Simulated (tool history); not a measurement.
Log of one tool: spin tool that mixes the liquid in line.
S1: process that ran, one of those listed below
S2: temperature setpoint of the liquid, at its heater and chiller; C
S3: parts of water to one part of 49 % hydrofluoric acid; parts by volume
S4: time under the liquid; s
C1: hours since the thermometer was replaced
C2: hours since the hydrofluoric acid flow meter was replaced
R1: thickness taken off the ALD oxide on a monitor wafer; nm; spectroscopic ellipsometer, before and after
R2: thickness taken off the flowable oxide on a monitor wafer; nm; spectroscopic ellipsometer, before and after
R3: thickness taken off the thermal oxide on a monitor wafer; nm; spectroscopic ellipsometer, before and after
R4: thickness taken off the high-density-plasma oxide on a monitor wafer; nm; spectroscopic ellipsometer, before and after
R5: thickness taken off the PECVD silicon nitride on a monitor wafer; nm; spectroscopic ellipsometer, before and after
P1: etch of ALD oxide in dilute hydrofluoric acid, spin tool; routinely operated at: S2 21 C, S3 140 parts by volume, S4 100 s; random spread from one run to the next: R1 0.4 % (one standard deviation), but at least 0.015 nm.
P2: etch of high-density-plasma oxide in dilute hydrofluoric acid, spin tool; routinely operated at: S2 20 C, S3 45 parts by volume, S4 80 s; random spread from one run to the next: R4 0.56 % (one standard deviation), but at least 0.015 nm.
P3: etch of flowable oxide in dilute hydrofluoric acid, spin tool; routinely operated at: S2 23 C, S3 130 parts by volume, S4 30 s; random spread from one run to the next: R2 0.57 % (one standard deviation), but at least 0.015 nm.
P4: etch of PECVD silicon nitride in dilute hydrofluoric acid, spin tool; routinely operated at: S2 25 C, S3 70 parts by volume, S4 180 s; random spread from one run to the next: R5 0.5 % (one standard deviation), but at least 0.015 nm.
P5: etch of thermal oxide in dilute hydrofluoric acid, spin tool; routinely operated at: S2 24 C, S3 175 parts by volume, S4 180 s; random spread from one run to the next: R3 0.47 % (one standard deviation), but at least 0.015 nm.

| run | hour | S1 | S2 | S3 | S4 | C1 | C2 | R1 | R2 | R3 | R4 | R5 |
|---|---|---|---|---|---|---|---|---|---|---|---|---|
| 1 | 7.2 | P1 | 21 | 140 | 100 | 793 | 842.3 | 6.3831 |  |  |  |  |
| 2 | 12.8 | P3 | 23 | 130 | 30 | 798.6 | 847.9 |  | 9.0977 |  |  |  |
| 3 | 22.7 | P1 | 21 | 50 | 55 | 808.5 | 857.8 | 10.86 |  |  |  |  |
| 4 | 28.1 | P3 | 17 | 130 | 30 | 813.9 | 863.2 |  | 7.1983 |  |  |  |
| 5 | 36.4 | P1 | 21 | 140 | 190 | 822.2 | 871.5 | 12.005 |  |  |  |  |
| 6 | 42.8 | P5 | 24 | 315 | 180 | 828.6 | 877.9 |  |  | 2.1303 |  |  |
| 7 | 52.7 | P2 | 20 | 45 | 80 | 838.5 | 887.8 |  |  |  | 8.611 |  |
| 8 | 59.6 | P3 | 23 | 130 | 30 | 845.4 | 894.7 |  | 9.0897 |  |  |  |
| 9 | 70.4 | P5 | 24 | 175 | 180 | 856.2 | 905.5 |  |  | 4.4449 |  |  |
| 10 | 81.3 | P1 | 21 | 200 | 100 | 867.1 | 916.4 | 4.1604 |  |  |  |  |
| 11 | 91.7 | P1 | 21 | 140 | 100 | 877.5 | 926.8 | 6.3372 |  |  |  |  |
| 12 | 98.2 | P1 | 21 | 140 | 100 | 884 | 933.3 | 6.3432 |  |  |  |  |
| 13 | 108.8 | P2 | 17 | 45 | 80 | 894.6 | 943.9 |  |  |  | 7.6557 |  |
| 14 | 117.2 | P1 | 21 | 140 | 15 | 903 | 952.3 | 0.94662 |  |  |  |  |
| 15 | 125.6 | P4 | 25 | 20 | 180 | 911.4 | 960.7 |  |  |  |  | 52.043 |
| 16 | 135.4 | P1 | 21 | 140 | 100 | 921.2 | 970.5 | 6.3849 |  |  |  |  |
| 17 | 140.4 | P2 | 20 | 45 | 135 | 926.2 | 975.5 |  |  |  | 14.651 |  |
| 18 | 149 | P5 | 24 | 175 | 320 | 934.8 | 984.1 |  |  | 7.8174 |  |  |
| 19 | 153.8 | P1 | 21 | 140 | 100 | 939.6 | 988.9 | 6.3028 |  |  |  |  |
| 20 | 159.4 | P1 | 17.5 | 55 | 100 | 945.2 | 994.5 | 15.259 |  |  |  |  |
| 21 | 169 | P1 | 17 | 140 | 100 | 954.8 | 1004.1 | 5.3727 |  |  |  |  |
| 22 | 178.6 | P4 | 25 | 70 | 180 | 964.4 | 1013.7 |  |  |  |  | 15.26 |
| 23 | 189.5 | P1 | 25.5 | 50 | 100 | 975.3 | 1024.6 | 23.642 |  |  |  |  |
| 24 | 195.2 | P1 | 28.5 | 140 | 100 | 981 | 1030.3 | 8.4296 |  |  |  |  |
| 25 | 201 | P2 | 20 | 60 | 80 | 986.8 | 1036.1 |  |  |  | 6.4235 |  |
| 26 | 210.7 | P4 | 20 | 70 | 180 | 996.5 | 1045.8 |  |  |  |  | 11.041 |
| 27 | 221.2 | P1 | 21 | 35 | 100 | 1007 | 1056.3 | 28.726 |  |  |  |  |
| 28 | 229.2 | P3 | 23 | 175 | 30 | 1015 | 1064.3 |  | 6.5213 |  |  |  |
| 29 | 239 | P5 | 28.5 | 175 | 180 | 1024.8 | 1074.1 |  |  | 5.2715 |  |  |
| 30 | 250.2 | P4 | 25 | 70 | 280 | 1036 | 1085.3 |  |  |  |  | 24.142 |
| 31 | 255 | P3 | 23 | 130 | 60 | 1040.8 | 1090.1 |  | 18.321 |  |  |  |
| 32 | 260.4 | P1 | 21 | 140 | 100 | 1046.2 | 1095.5 | 6.3754 |  |  |  |  |
| 33 | 266.3 | P1 | 21 | 140 | 100 | 1052.1 | 1101.4 | 6.4493 |  |  |  |  |

Run 34 comes next. What will it give?
| 34 | 274.7 | P1 | 21 | 140 | 100 | 1060.5 | 1109.8 | ? |  |  |  |  |

{"run 34": {"R1": 6.5794}}
